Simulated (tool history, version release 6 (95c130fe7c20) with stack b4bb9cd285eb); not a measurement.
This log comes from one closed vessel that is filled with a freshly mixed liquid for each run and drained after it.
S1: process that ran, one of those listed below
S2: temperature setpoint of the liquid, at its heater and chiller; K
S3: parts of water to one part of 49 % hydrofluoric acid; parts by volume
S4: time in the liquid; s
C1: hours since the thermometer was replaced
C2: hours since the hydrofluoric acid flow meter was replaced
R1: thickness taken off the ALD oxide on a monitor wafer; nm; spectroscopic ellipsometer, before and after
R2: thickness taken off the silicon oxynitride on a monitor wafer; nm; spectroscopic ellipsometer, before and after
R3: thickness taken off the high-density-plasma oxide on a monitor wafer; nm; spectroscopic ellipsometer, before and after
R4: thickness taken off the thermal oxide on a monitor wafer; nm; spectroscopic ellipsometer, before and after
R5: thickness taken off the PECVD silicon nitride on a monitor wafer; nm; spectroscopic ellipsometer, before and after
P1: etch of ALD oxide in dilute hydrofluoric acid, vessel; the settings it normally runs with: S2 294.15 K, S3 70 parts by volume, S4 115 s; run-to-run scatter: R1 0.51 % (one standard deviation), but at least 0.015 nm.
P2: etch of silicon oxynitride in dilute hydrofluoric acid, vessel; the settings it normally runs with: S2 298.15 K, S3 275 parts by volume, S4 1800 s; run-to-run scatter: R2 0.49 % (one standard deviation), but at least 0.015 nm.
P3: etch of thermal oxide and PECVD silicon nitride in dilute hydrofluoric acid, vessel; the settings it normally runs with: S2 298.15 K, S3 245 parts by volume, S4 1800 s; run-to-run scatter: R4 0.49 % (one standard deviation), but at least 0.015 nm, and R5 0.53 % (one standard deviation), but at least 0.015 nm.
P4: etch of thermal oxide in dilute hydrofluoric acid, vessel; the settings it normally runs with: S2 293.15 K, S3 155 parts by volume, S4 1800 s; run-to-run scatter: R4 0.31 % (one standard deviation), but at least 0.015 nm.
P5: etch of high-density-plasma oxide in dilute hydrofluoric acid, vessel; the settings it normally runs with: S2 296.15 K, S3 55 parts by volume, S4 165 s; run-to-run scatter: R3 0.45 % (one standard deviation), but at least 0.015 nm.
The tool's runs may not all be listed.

run	hour	S1	S2	S3	S4	C1	C2	R1	R2	R3	R4	R5
1	2.9	P1	294.15	70	115	599.3	869.8	22.4070				
2	6.8	P1	294.15	70	115	603.2	873.7	22.6020				
3	10.4	P2	298.15	275	1800	606.8	877.3		21.048			
4	13.1	P5	296.15	55	165	609.5	880.0			15.442		
5	16.5	P5	296.15	20	165	612.9	883.4			44.640		
6	20.7	P1	294.15	20	115	617.1	887.6	82.6880				
7	23.9	P5	296.15	55	330	620.3	890.8			31.022		
8	28.8	P2	298.15	275	3430	625.2	895.7		39.830			
9	34.0	P3	298.15	245	3520	630.4	900.9				61.150	88.231
10	38.4	P5	303.15	55	165	634.8	905.3			20.534		
11	41.5	P4	293.15	270	1800	637.9	908.4				22.633	
12	46.9	P1	290.15	25	115	643.3	913.8	55.1920				
13	50.3	P4	293.15	155	1800	646.7	917.2				44.225	
14	54.2	P3	298.15	445	1800	650.6	921.1				14.100	24.885
15	59.7	P1	290.15	70	30	656.1	926.6	4.9379				
16	63.6	P2	298.15	470	1800	660.0	930.5		10.742			
17	68.3	P3	298.15	245	1800	664.7	935.2				30.953	45.446
18	72.3	P3	304.65	245	1800	668.7	939.2				39.054	66.434
19	76.8	P1	294.15	70	210	673.2	943.7	41.1700				
# hour 80.2: thermometer replaced
20	81.9	P2	298.15	275	1800	1.8	948.8		20.790			

Predict the results of run 21:
21	85.6	P1	294.15	120	115	5.5	952.5	?				

For run 21 the tool returned R1 12.3400 nm.
